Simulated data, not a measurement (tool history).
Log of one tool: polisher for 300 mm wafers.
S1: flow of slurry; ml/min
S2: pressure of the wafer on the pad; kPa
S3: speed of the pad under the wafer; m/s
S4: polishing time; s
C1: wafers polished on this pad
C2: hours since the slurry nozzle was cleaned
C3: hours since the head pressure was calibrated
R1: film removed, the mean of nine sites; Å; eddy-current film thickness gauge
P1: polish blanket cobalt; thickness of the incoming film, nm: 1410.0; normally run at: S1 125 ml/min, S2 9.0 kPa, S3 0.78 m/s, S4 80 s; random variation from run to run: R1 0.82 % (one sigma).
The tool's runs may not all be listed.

run	hour	S1	S2	S3	S4	C1	C2	C3	R1
1	17.2	125	9.0	0.78	80	380	451.4	93.0	1993.60
2	33.4	125	14.5	0.78	80	576	467.6	109.2	3229.30
3	51.1	190	9.0	0.56	80	789	485.3	126.9	1548.40
4	59.7	75	4.8	0.78	80	893	493.9	135.5	937.32
5	69.9	195	9.0	0.78	80	1016	504.1	145.7	2129.70
# hour 76.3: slurry nozzle cleaned
6	85.8	125	9.0	0.40	80	1208	9.5	161.6	1018.40
7	104.6	125	9.0	0.78	39	1435	28.3	180.4	969.66
8	117.3	125	9.0	0.78	125	1588	41.0	193.1	3138.70
9	132.0	125	9.0	0.78	80	1766	55.7	207.8	1967.00
10	143.7	125	6.2	0.78	80	1907	67.4	219.5	1374.90
11	158.3	125	9.0	0.78	80	2083	82.0	234.1	2000.60
12	176.9	165	6.2	0.78	80	2307	100.6	252.7	1463.40
13	190.0	75	9.0	0.78	80	2466	113.7	265.8	1729.10
14	202.4	125	9.0	0.78	80	2615	126.1	278.2	1986.60

Run 15 comes next. What will it give?
15	211.0	125	9.0	0.78	80	2719	134.7	286.8	?

R1: 2006.10 Å

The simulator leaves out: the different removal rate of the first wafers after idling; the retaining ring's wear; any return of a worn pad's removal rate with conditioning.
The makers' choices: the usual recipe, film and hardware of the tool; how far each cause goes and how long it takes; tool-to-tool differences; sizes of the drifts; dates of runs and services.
